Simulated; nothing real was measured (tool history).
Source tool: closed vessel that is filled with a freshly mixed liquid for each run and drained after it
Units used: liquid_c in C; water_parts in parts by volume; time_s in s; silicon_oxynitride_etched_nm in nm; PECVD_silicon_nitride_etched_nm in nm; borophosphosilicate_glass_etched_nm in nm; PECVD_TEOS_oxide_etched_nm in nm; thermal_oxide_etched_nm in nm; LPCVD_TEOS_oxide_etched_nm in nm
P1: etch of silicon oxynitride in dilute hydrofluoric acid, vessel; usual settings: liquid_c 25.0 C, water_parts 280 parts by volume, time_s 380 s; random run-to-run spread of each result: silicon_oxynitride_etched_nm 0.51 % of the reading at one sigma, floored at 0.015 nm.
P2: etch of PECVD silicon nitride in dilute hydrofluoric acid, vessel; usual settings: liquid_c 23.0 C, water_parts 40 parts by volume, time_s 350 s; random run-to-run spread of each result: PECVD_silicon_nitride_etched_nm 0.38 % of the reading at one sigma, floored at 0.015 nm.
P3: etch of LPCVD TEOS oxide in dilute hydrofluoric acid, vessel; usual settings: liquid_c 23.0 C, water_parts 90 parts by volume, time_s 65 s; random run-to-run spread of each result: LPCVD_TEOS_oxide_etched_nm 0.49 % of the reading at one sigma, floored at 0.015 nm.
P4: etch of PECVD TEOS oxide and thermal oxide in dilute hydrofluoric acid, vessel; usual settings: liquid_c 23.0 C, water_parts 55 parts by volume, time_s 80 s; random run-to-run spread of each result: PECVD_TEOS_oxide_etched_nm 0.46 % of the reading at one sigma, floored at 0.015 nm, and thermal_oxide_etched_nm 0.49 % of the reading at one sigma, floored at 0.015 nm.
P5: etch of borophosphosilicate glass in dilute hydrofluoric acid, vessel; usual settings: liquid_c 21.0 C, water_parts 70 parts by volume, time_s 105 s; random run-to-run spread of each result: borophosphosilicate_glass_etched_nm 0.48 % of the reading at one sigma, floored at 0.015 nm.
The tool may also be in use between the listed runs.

run	hour	process	liquid_c	water_parts	time_s	silicon_oxynitride_etched_nm	PECVD_silicon_nitride_etched_nm	borophosphosilicate_glass_etched_nm	PECVD_TEOS_oxide_etched_nm	thermal_oxide_etched_nm	LPCVD_TEOS_oxide_etched_nm
1	5.2	P1	25.0	280	380	5.8329					
2	11.6	P2	23.0	40	350		39.882				
3	15.5	P1	33.5	280	380	8.2110					
4	23.3	P1	25.0	115	380	16.2110					
5	31.4	P1	25.0	280	380	5.8546					
6	38.4	P5	21.0	70	105			38.344			
7	46.6	P2	19.5	40	350		31.021				
8	50.5	P2	23.0	40	350		39.526				
9	56.5	P1	25.0	480	645	5.0449					
10	64.1	P4	23.0	55	35				5.4785	3.1308	
11	71.2	P1	25.0	455	535	4.4806					
12	76.9	P3	23.0	90	65						13.8700
13	83.6	P1	25.0	280	380	5.7579					
14	87.9	P2	23.0	70	350		22.798				
15	93.4	P3	18.5	90	65						11.4740
16	98.5	P3	23.0	90	110						23.4530
17	104.7	P1	25.0	280	380	5.8942					
18	110.7	P4	23.0	55	80				12.6290	7.1403	
19	116.4	P4	23.0	55	80				12.5970	7.1239	
20	123.2	P4	18.5	55	80				10.4290	5.9128	
21	129.6	P5	21.0	70	30			10.995			
22	133.2	P5	17.0	70	105			32.381			
23	140.4	P5	21.0	70	105			38.452			
24	144.2	P1	25.0	280	155	2.3911					
25	149.0	P2	23.0	40	600		67.767				
26	155.9	P3	23.0	155	65						7.4862
27	162.1	P5	21.0	105	105			24.568			
28	167.4	P1	25.0	280	595	9.0533					
29	173.6	P4	23.0	30	80				24.0780	13.5420	
30	177.9	P1	25.0	280	380	5.8815					
31	185.2	P1	17.5	105	380	12.5800					
32	192.4	P1	25.0	420	380	3.5030					
33	196.1	P1	17.0	280	380	4.0612					
34	200.7	P1	25.0	280	380	5.8434					
35	208.2	P1	25.0	280	380	5.6645					
36	215.3	P1	25.0	280	380	5.5563					
37	223.0	P1	25.0	280	380	5.4913					
38	227.3	P1	25.0	280	380	5.5084					
39	234.1	P1	25.0	280	380	5.5343					
40	238.3	P1	25.0	280	380	5.4114					
41	242.7	P1	25.0	280	380	5.4250					
42	246.5	P1	25.0	280	380	5.4931					

Something has made what P1 gives creep away from where it was; the 2 causes below, each at its own stated size, fit the log equally well:
A: hydrofluoric acid flow below the setpoint (%) = 5.56
B: liquid colder than its thermometer reads (K) = 1.62
Creep in the process output first set in at about hour 200.7.

Each of the 4 check runs below uses one wafer; its results are left as question marks. Which run tells the causes apart?
check 1	250.3	P2	23.0	40	350		?				
check 2	250.3	P5	21.0	70	105			?			
check 3	250.3	P3	23.0	90	65						?
check 4	250.3	P4	23.0	55	80				?	?	

What each check would give under each cause:
check	result	if A	if B
check 1	PECVD_silicon_nitride_etched_nm	37.503	35.472
check 2	borophosphosilicate_glass_etched_nm	36.057	35.854
check 3	LPCVD_TEOS_oxide_etched_nm	13.0270	13.0000
check 4	PECVD_TEOS_oxide_etched_nm	11.8190	11.7480
check 4	thermal_oxide_etched_nm	6.7048	6.6649
Per check, the gap between the least separated pair of causes, taken in the result that splits them most: check 1 5.57 %; check 2 0.57 %; check 3 0.2 %; check 4 0.6 %
Check 1 distinguishes between the causes, while the remaining checks would return nearly the same result for all of them.

With check 1 done, the readings were: PECVD_silicon_nitride_etched_nm 35.273 nm. Identify which of the listed causes applies.

The cause is B: liquid colder than its thermometer reads (K).
